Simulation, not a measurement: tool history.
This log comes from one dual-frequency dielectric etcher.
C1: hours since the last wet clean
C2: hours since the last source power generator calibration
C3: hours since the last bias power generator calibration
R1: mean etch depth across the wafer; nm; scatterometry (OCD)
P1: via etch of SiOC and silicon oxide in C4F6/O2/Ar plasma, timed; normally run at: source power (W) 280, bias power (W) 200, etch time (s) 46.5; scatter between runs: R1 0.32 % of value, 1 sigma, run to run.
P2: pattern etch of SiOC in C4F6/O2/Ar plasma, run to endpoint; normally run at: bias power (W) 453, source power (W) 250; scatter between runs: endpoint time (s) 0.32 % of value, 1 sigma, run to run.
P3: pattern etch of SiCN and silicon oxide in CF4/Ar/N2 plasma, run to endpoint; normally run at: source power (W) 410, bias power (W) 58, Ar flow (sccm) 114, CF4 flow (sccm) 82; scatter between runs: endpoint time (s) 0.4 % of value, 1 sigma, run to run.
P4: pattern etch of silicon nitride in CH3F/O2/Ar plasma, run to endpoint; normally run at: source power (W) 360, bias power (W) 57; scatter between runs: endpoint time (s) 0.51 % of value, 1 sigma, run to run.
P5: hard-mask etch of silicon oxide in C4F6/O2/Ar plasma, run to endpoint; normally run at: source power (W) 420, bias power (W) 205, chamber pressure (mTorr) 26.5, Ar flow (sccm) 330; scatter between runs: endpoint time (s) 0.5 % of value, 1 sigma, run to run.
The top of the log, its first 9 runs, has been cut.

Run 10, hour 58.9: process that ran P1, source power (W) 280, bias power (W) 200, etch time (s) 46.5; C1 443.2; C2 2252.6; C3 924.4. Result: R1 47.075 nm.
At hour 62: bias power generator calibrated.
Run 11, hour 66.6: process that ran P2, source power (W) 250, bias power (W) 453; C1 450.9; C2 2260.3; C3 4.6. Result: endpoint time (s) 17.1.
Run 12, hour 70.7: process that ran P2, source power (W) 250, bias power (W) 453; C1 455; C2 2264.4; C3 8.7. Result: endpoint time (s) 17.088.
Run 13, hour 78.3: process that ran P4, source power (W) 360, bias power (W) 57; C1 462.6; C2 2272; C3 16.3. Result: endpoint time (s) 48.352.
Run 14, hour 85.7: process that ran P5, source power (W) 420, bias power (W) 205, Ar flow (sccm) 330, chamber pressure (mTorr) 35.5; C1 470; C2 2279.4; C3 23.7. Result: endpoint time (s) 81.274.
At hour 86.9: wet clean of the chamber.
Run 15, hour 91.9: process that ran P1, source power (W) 280, bias power (W) 200, etch time (s) 64; C1 5.1; C2 2285.6; C3 29.9. Result: R1 64.543 nm.
Run 16, hour 97: process that ran P5, source power (W) 420, bias power (W) 284, Ar flow (sccm) 330, chamber pressure (mTorr) 26.5; C1 10.2; C2 2290.7; C3 35. Result: endpoint time (s) 70.119.
Run 17, hour 102.1: process that ran P1, source power (W) 280, bias power (W) 117, etch time (s) 46.5; C1 15.3; C2 2295.8; C3 40.1. Result: R1 39.939 nm.
Run 18, hour 108.4: process that ran P4, source power (W) 360, bias power (W) 57; C1 21.6; C2 2302.1; C3 46.4. Result: endpoint time (s) 48.608.
Run 19, hour 115.9: process that ran P5, source power (W) 420, bias power (W) 205, Ar flow (sccm) 436, chamber pressure (mTorr) 26.5; C1 29.1; C2 2309.6; C3 53.9. Result: endpoint time (s) 81.582.
Run 20, hour 123.2: process that ran P4, source power (W) 220, bias power (W) 57; C1 36.4; C2 2316.9; C3 61.2. Result: endpoint time (s) 58.369.
Run 21, hour 126.6: process that ran P1, source power (W) 280, bias power (W) 245, etch time (s) 46.5; C1 39.8; C2 2320.3; C3 64.6. Result: R1 50.618 nm.
Run 22, hour 132.9: process that ran P5, source power (W) 520, bias power (W) 205, Ar flow (sccm) 330, chamber pressure (mTorr) 26.5; C1 46.1; C2 2326.6; C3 70.9. Result: endpoint time (s) 72.185.
Run 23, hour 140.4: process that ran P1, source power (W) 280, bias power (W) 200, etch time (s) 46.5; C1 53.6; C2 2334.1; C3 78.4. Result: R1 46.726 nm.
Run 24, hour 146.8: process that ran P1, source power (W) 190, bias power (W) 200, etch time (s) 46.5; C1 60; C2 2340.5; C3 84.8. Result: R1 40.432 nm.
Run 25, hour 151.5: process that ran P2, source power (W) 190, bias power (W) 453; C1 64.7; C2 2345.2; C3 89.5. Result: endpoint time (s) 18.944.
Run 26, hour 158.6: process that ran P3, source power (W) 410, bias power (W) 36, Ar flow (sccm) 114, CF4 flow (sccm) 82; C1 71.8; C2 2352.3; C3 96.6. Result: endpoint time (s) 21.365.
Run 27, hour 164.2: process that ran P1, source power (W) 280, bias power (W) 147, etch time (s) 62.5; C1 77.4; C2 2357.9; C3 102.2. Result: R1 57.457 nm.
Run 28, hour 169.1: process that ran P1, source power (W) 280, bias power (W) 263, etch time (s) 62.5; C1 82.3; C2 2362.8; C3 107.1. Result: R1 69.242 nm.
Run 29, hour 173.8: process that ran P4, source power (W) 360, bias power (W) 71; C1 87; C2 2367.5; C3 111.8. Result: endpoint time (s) 45.317.
Run 30, hour 177.8: process that ran P3, source power (W) 410, bias power (W) 58, Ar flow (sccm) 114, CF4 flow (sccm) 82; C1 91; C2 2371.5; C3 115.8. Result: endpoint time (s) 18.436.
Run 31, hour 183.2: process that ran P3, source power (W) 250, bias power (W) 58, Ar flow (sccm) 114, CF4 flow (sccm) 82; C1 96.4; C2 2376.9; C3 121.2. Result: endpoint time (s) 28.524.
Run 32, hour 189.1: process that ran P2, source power (W) 250, bias power (W) 585; C1 102.3; C2 2382.8; C3 127.1. Result: endpoint time (s) 15.484.

Run 33 has not been measured yet. What should we expect?
Run 33, hour 193.8: process that ran P3, source power (W) 410, bias power (W) 58, Ar flow (sccm) 114, CF4 flow (sccm) 111; C1 107; C2 2387.5; C3 131.8. Result: endpoint time (s) ?.

endpoint time (s): 17.648

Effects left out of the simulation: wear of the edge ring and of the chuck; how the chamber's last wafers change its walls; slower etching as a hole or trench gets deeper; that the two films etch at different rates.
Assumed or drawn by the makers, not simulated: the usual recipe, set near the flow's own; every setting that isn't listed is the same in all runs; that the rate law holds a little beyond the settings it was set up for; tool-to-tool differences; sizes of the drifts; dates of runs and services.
